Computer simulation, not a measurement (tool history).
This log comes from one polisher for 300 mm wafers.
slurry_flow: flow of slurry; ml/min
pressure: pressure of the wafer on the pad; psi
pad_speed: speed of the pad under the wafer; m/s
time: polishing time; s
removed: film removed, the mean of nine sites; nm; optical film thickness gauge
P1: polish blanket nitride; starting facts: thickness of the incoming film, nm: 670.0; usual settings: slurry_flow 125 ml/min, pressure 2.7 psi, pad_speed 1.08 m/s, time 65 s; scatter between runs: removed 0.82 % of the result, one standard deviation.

| run | hour | slurry_flow | pressure | pad_speed | time | wafers polished on this pad | hours since the slurry nozzle was cleaned | hours since the head pressure was calibrated | removed |
|---|---|---|---|---|---|---|---|---|---|
| 1 | 12.2 | 125 | 2.7 | 1.08 | 65 | 393 | 125.1 | 177.0 | 96.757 |
| 2 | 21.0 | 125 | 2.7 | 1.08 | 65 | 467 | 133.9 | 185.8 | 96.656 |
| 3 | 38.4 | 75 | 2.7 | 1.08 | 65 | 613 | 151.3 | 203.2 | 86.008 |
| 4 | 50.6 | 125 | 2.7 | 1.08 | 65 | 716 | 163.5 | 215.4 | 96.759 |
| 5 | 59.4 | 125 | 1.8 | 1.08 | 93 | 790 | 172.3 | 224.2 | 92.452 |
| 6 | 68.6 | 125 | 2.7 | 1.08 | 99 | 867 | 181.5 | 233.4 | 145.710 |
| 7 | 77.5 | 125 | 2.7 | 1.08 | 65 | 942 | 190.4 | 242.3 | 96.574 |
| 8 | 85.0 | 125 | 2.7 | 1.08 | 65 | 1005 | 197.9 | 249.8 | 95.921 |
| 9 | 101.6 | 125 | 1.5 | 1.08 | 65 | 1144 | 214.5 | 266.4 | 54.412 |
| 10 | 114.2 | 125 | 2.7 | 1.08 | 29 | 1250 | 227.1 | 279.0 | 42.998 |
| 11 | 131.6 | 125 | 2.7 | 0.48 | 65 | 1396 | 244.5 | 296.4 | 50.149 |
| 12 | 139.8 | 125 | 3.4 | 1.08 | 65 | 1465 | 252.7 | 304.6 | 121.780 |
| 13 | 152.5 | 125 | 2.7 | 1.72 | 65 | 1572 | 265.4 | 317.3 | 140.870 |
|  | 159.4 | worn pad replaced by a new one |
| 14 | 161.7 | 125 | 2.7 | 1.08 | 65 | 19 | 274.6 | 326.5 | 94.922 |

Estimate the outcome of run 15 from the log above:
| 15 | 177.5 | 175 | 2.7 | 1.08 | 65 | 152 | 290.4 | 342.3 | ? |

{"run 15": {"removed": 99.815}}

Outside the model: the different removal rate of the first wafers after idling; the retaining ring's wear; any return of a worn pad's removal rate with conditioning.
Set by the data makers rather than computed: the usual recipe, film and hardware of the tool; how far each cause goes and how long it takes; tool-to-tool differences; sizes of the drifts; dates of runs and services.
